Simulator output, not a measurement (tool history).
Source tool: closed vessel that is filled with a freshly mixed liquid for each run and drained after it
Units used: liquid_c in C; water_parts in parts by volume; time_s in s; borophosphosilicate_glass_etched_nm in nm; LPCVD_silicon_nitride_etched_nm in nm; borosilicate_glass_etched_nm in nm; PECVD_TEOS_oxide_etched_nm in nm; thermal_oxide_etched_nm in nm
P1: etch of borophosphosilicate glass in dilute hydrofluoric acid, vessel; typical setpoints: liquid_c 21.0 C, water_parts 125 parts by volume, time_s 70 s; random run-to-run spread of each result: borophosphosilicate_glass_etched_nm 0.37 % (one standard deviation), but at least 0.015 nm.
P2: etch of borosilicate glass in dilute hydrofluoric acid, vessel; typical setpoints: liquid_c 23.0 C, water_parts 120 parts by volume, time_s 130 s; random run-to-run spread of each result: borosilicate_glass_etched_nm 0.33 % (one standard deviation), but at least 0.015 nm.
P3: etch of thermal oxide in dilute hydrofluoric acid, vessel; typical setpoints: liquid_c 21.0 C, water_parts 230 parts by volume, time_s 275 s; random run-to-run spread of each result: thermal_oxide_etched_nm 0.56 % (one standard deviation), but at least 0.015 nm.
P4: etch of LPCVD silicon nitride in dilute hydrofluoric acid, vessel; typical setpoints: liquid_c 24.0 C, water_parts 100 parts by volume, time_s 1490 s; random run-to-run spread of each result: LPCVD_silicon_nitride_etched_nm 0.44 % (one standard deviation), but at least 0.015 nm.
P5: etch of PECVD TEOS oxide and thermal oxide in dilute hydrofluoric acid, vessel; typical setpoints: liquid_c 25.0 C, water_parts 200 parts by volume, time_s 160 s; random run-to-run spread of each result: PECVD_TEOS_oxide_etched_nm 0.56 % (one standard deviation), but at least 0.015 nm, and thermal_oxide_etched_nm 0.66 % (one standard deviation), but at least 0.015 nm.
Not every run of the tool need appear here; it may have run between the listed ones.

run	hour	process	liquid_c	water_parts	time_s	borophosphosilicate_glass_etched_nm	LPCVD_silicon_nitride_etched_nm	borosilicate_glass_etched_nm	PECVD_TEOS_oxide_etched_nm	thermal_oxide_etched_nm
1	18.4	P1	21.0	125	70	24.115				
2	31.4	P4	24.0	100	2690		12.9120			
# hour 44.4: hydrofluoric acid flow meter replaced
3	47.2	P2	23.0	165	130			31.890		
4	63.3	P5	25.0	200	160				11.2220	3.6742
5	80.4	P4	24.0	20	1490		33.9730			
6	98.9	P1	21.0	75	130	79.247				
7	111.6	P5	25.0	200	300				21.2680	6.8589
8	128.5	P1	21.0	125	70	24.115				
9	140.6	P1	21.0	35	115	156.590				
10	150.7	P1	21.0	45	70	73.409				
11	168.1	P3	21.0	320	275					3.0449
12	176.6	P4	31.0	100	1490		11.2170			
13	185.5	P2	23.0	120	130			46.481		
14	194.6	P5	18.0	200	160				8.7293	2.8165
15	205.9	P2	27.5	120	130			55.243		
16	222.7	P2	23.0	120	30			10.734		
17	238.1	P1	21.0	125	70	24.019				
18	252.1	P2	23.0	120	130			46.337		
19	260.9	P3	28.5	230	275					6.0438
20	277.6	P3	21.0	230	275					4.6385
21	289.6	P1	17.0	125	70	20.305				
22	299.5	P1	25.0	125	70	28.410				
23	311.9	P4	24.0	100	1490		7.1955			
24	329.4	P1	21.0	195	70	14.393				
25	340.8	P1	21.0	125	70	24.143				
26	358.8	P1	21.0	125	110	37.632				

Predict the results of run 27:
27	377.9	P1	21.0	125	30	?				

{"run 27": {"borophosphosilicate_glass_etched_nm": 10.268}}
